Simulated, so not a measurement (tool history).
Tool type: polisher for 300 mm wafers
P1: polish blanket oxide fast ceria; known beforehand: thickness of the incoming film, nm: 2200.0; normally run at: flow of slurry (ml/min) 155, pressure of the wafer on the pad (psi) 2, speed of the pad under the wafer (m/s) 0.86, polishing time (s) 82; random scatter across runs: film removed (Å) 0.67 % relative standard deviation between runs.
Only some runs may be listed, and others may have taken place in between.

| run | hour | flow of slurry (ml/min) | pressure of the wafer on the pad (psi) | speed of the pad under the wafer (m/s) | polishing time (s) | wafers polished on this pad | hours since the slurry nozzle was cleaned | hours since the head pressure was calibrated | film removed (Å) |
|---|---|---|---|---|---|---|---|---|---|
| 1 | 12.1 | 155 | 2 | 0.86 | 82 | 724 | 210.6 | 292.2 | 6591.8 |
| 2 | 18.4 | 155 | 2 | 0.48 | 82 | 799 | 216.9 | 298.5 | 3692.7 |
| 3 | 24.5 | 155 | 2 | 0.86 | 82 | 872 | 223 | 304.6 | 6484.6 |
| 4 | 32.9 | 155 | 2 | 1.2 | 82 | 972 | 231.4 | 313 | 9082.5 |
| 5 | 38.4 | 155 | 1.5 | 0.86 | 114 | 1038 | 236.9 | 318.5 | 6936.8 |
| 6 | 45.4 | 155 | 3.1 | 0.86 | 82 | 1121 | 243.9 | 325.5 | 10298 |
| 7 | 50.9 | 155 | 2 | 0.86 | 82 | 1186 | 249.4 | 331 | 6549.9 |
| 8 | 60 | 155 | 2 | 0.86 | 82 | 1295 | 258.5 | 340.1 | 6509.9 |
| 9 | 65.7 | 155 | 3 | 0.86 | 42 | 1363 | 264.2 | 345.8 | 5045.6 |
| 10 | 77.4 | 155 | 2 | 0.86 | 82 | 1502 | 275.9 | 357.5 | 6578.5 |
| 11 | 83.9 | 155 | 2 | 0.86 | 37 | 1580 | 282.4 | 364 | 2934 |
| 12 | 92.3 | 155 | 2 | 0.86 | 82 | 1680 | 290.8 | 372.4 | 6567.4 |
| 13 | 101.1 | 95 | 2 | 0.86 | 82 | 1784 | 299.6 | 381.2 | 5953.9 |
| 14 | 110.8 | 155 | 1 | 0.86 | 82 | 1900 | 309.3 | 390.9 | 3263.6 |
| 15 | 123 | 215 | 2 | 0.86 | 82 | 2045 | 321.5 | 403.1 | 6892 |
| 16 | 134.4 | 155 | 2 | 0.86 | 107 | 2181 | 332.9 | 414.5 | 8566.9 |
| 17 | 144.1 | 155 | 2 | 0.86 | 82 | 2297 | 342.6 | 424.2 | 6531 |
| 18 | 155.2 | 155 | 2 | 0.86 | 82 | 2429 | 353.7 | 435.3 | 6494.3 |
| 19 | 165.3 | 155 | 2 | 0.86 | 82 | 2549 | 363.8 | 445.4 | 6292.7 |
| 20 | 175.8 | 155 | 2 | 0.86 | 82 | 2674 | 374.3 | 455.9 | 6226.6 |
| 21 | 183.2 | 155 | 2 | 0.86 | 82 | 2762 | 381.7 | 463.3 | 6114.5 |
| 22 | 195.6 | 155 | 2 | 0.86 | 82 | 2910 | 394.1 | 475.7 | 6194.4 |
| 23 | 204.2 | 155 | 2 | 0.86 | 82 | 3013 | 402.7 | 484.3 | 6145.3 |
| 24 | 211.7 | 155 | 2 | 0.86 | 82 | 3102 | 410.2 | 491.8 | 6043.3 |
| 25 | 223.4 | 155 | 2 | 0.86 | 82 | 3241 | 421.9 | 503.5 | 6126.4 |
|  | 228.5 | head pressure recalibrated |
| 26 | 235.4 | 155 | 2 | 0.86 | 82 | 3384 | 433.9 | 6.9 | 6005.5 |
| 27 | 246.8 | 155 | 2 | 0.86 | 82 | 3520 | 445.3 | 18.3 | 6033.4 |
| 28 | 258.9 | 155 | 2 | 0.86 | 82 | 3664 | 457.4 | 30.4 | 6049.1 |

Compared with where it was, what P1 gives has crept away. Each cause listed below fits the log as well as the rest, at the size given for it:
A: removal rate lost through wear of the pad, % = 7.61
B: slurry flow missing at the pad, % = 32.2
The gradual shift began around hour 144.1.
What rules out each remaining cause:
head's pressure below its setpoint, %: maintenance at hour 228.5, after the shift began, did not return the process to its former output

You are offered 4 check runs, listed below with question marks in place of their results; each one averages 2 wafers. Which run separates the listed causes by giving clearly different results for each?
| check 1 | 271 | 155 | 3.1 | 0.86 | 37 |  |  |  | ? |
| check 2 | 271 | 95 | 2 | 1.12 | 82 |  |  |  | ? |
| check 3 | 271 | 155 | 2 | 1.16 | 82 |  |  |  | ? |
| check 4 | 271 | 155 | 1.2 | 0.86 | 82 |  |  |  | ? |

Check results expected under each cause:
| check | result | if A | if B |
|---|---|---|---|
| check 1 | film removed (Å) | 4229.7 | 4230.5 |
| check 2 | film removed (Å) | 7095.4 | 6802.3 |
| check 3 | film removed (Å) | 8157.4 | 8158.9 |
| check 4 | film removed (Å) | 3628.6 | 3629.3 |
Per check, the gap between the least separated pair of causes, taken in the result that splits them most: check 1 0.02 %; check 2 4.22 %; check 3 0.02 %; check 4 0.02 %
Check 2 tells the causes apart: in the others they would give nearly the same result.

Check 2 was then run and gave: film removed (Å) 7129.6. Which cause is it?

A is the cause: removal rate lost through wear of the pad, %.
